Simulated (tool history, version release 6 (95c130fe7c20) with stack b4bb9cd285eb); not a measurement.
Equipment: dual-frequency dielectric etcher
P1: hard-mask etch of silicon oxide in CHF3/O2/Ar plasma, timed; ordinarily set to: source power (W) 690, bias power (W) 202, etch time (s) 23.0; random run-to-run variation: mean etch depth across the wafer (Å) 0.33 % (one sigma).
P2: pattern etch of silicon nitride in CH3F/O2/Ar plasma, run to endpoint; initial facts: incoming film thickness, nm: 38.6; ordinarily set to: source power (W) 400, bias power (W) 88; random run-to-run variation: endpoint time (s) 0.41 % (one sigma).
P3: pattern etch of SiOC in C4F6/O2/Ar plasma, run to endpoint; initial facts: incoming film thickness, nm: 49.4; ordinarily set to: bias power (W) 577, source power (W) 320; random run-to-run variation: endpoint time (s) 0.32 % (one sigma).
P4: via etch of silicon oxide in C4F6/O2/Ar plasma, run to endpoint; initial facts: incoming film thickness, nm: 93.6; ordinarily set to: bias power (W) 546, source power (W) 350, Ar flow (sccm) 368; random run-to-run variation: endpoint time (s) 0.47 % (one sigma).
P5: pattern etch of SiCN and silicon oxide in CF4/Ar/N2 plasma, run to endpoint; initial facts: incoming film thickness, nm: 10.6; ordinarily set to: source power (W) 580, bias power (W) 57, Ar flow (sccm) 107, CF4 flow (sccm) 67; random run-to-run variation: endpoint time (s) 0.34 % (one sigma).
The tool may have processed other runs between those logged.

run	day	process that ran	source power (W)	bias power (W)	etch time (s)	Ar flow (sccm)	CF4 flow (sccm)	hours since the last wet clean	hours since the last source power generator calibration	hours since the last bias power generator calibration	mean etch depth across the wafer (Å)	endpoint time (s)
1	0.162	P1	690	202	23.0			201.6	1693.8	2344.9	498.37	
2	0.442	P1	410	202	23.0			208.3	1700.5	2351.6	409.46	
3	0.700	P3	390	577				214.5	1706.7	2357.8		16.0300
4	0.921	P4	350	546		252		219.8	1712.0	2363.1		20.8020
5	1.242	P4	450	546		368		227.5	1719.7	2370.8		20.2470
# day 1.379: wet clean of the chamber
6	1.562	P5	580	57		107	67	4.5	1727.4	2378.5		10.9240
7	1.738	P1	690	202	17.5			8.7	1731.6	2382.7	379.64	
8	1.904	P3	320	783				12.7	1735.6	2386.7		15.2750
9	2.112	P1	690	202	23.0			17.7	1740.6	2391.7	498.28	
10	2.408	P1	690	202	23.0			24.8	1747.7	2398.8	495.31	
11	2.771	P5	580	57		107	67	33.5	1756.4	2407.5		10.9620
12	3.117	P1	690	202	23.0			41.8	1764.7	2415.8	498.06	
# day 3.325: source power generator calibrated
13	3.404	P1	690	202	33.5			48.7	2.0	2422.7	722.64	
14	3.717	P5	580	57		76	67	56.2	9.5	2430.2		10.3300
15	3.958	P2	400	88				62.0	15.3	2436.0		53.5840
16	4.262	P4	350	716		368		69.3	22.6	2443.3		19.7110
17	4.621	P5	450	57		107	67	77.9	31.2	2451.9		13.7940
18	4.912	P1	440	162	23.0			84.9	38.2	2458.9	389.14	
19	5.142	P2	400	109				90.4	43.7	2464.4		49.7620
20	5.429	P1	510	202	27.5			97.3	50.6	2471.3	530.42	
21	5.754	P1	830	202	23.0			105.1	58.4	2479.1	532.27	
22	6.042	P4	350	546		368		112.0	65.3	2486.0		21.7700
23	6.317	P1	690	264	23.0			118.6	71.9	2492.6	545.96	
24	6.671	P1	890	255	23.0			127.1	80.4	2501.1	593.55	
25	6.954	P5	580	78		107	67	133.9	87.2	2507.9		9.8659
26	7.288	P5	580	57		107	42	141.9	95.2	2515.9		11.9570
27	7.525	P1	690	202	23.0			147.6	100.9	2521.6	499.48	
28	7.688	P1	690	138	23.0			151.5	104.8	2525.5	440.28	
29	7.975	P2	500	88				158.4	111.7	2532.4		49.3170
30	8.188	P3	320	577				163.5	116.8	2537.5		17.2230
31	8.488	P1	690	202	23.0			170.7	124.0	2544.7	497.83	
32	8.817	P1	690	202	23.0			178.6	131.9	2552.6	494.52	
33	9.121	P1	690	202	23.0			185.9	139.2	2559.9	489.60	
34	9.304	P1	690	202	23.0			190.3	143.6	2564.3	493.13	
35	9.600	P1	690	202	23.0			197.4	150.7	2571.4	492.03	
# day 9.708: wet clean of the chamber
36	9.888	P1	690	202	23.0			4.4	157.6	2578.3	493.52	
37	10.071	P1	690	202	23.0			8.8	162.0	2582.7	491.11	
38	10.425	P1	690	202	23.0			17.3	170.5	2591.2	489.06	
39	10.675	P1	690	202	23.0			23.3	176.5	2597.2	489.42	
40	10.908	P1	690	202	23.0			28.9	182.1	2602.8	490.32	
41	11.088	P1	690	202	23.0			33.2	186.4	2607.1	487.49	
42	11.362	P1	690	202	23.0			39.8	193.0	2613.7	488.37	

Something has made what P1 gives creep away from where it was; the 2 causes below, each at its own stated size, fit the log equally well:
A: bias power that arrives under what is set, % = 4.77
B: source power that arrives under what is set, % = 4.26
At approximately day 8.488, the process output began to creep.
The rest of the possible causes, and what rules out each one:
chamber walls in a state that lowers the etch rate, %: serviced at day 9.708, which brought nothing back

Below are 4 check runs, each averaged over 2 wafers, with their results shown as question marks. Which of them would give clearly different results depending on which cause is behind the drift?
check 1	11.638	P4	350	716		368						?
check 2	11.638	P2	400	109								?
check 3	11.638	P3	320	670								?
check 4	11.638	P5	580	57		107	52					?

Check results expected under each cause:
check	result	if A	if B
check 1	endpoint time (s)	20.1090	20.0400
check 2	endpoint time (s)	50.5290	50.4270
check 3	endpoint time (s)	16.5610	16.5070
check 4	endpoint time (s)	11.6510	11.9130
Per-check spread between the two closest causes, in the result where they differ most: check 1 0.34 %; check 2 0.2 %; check 3 0.33 %; check 4 2.22 %
The causes can be told apart only by check 4. The other checks would give nearly the same results under each of them.

With check 4 done, the readings were: endpoint time (s) 11.6730. Identify which of the listed causes applies.

The cause is A: bias power that arrives under what is set, %.

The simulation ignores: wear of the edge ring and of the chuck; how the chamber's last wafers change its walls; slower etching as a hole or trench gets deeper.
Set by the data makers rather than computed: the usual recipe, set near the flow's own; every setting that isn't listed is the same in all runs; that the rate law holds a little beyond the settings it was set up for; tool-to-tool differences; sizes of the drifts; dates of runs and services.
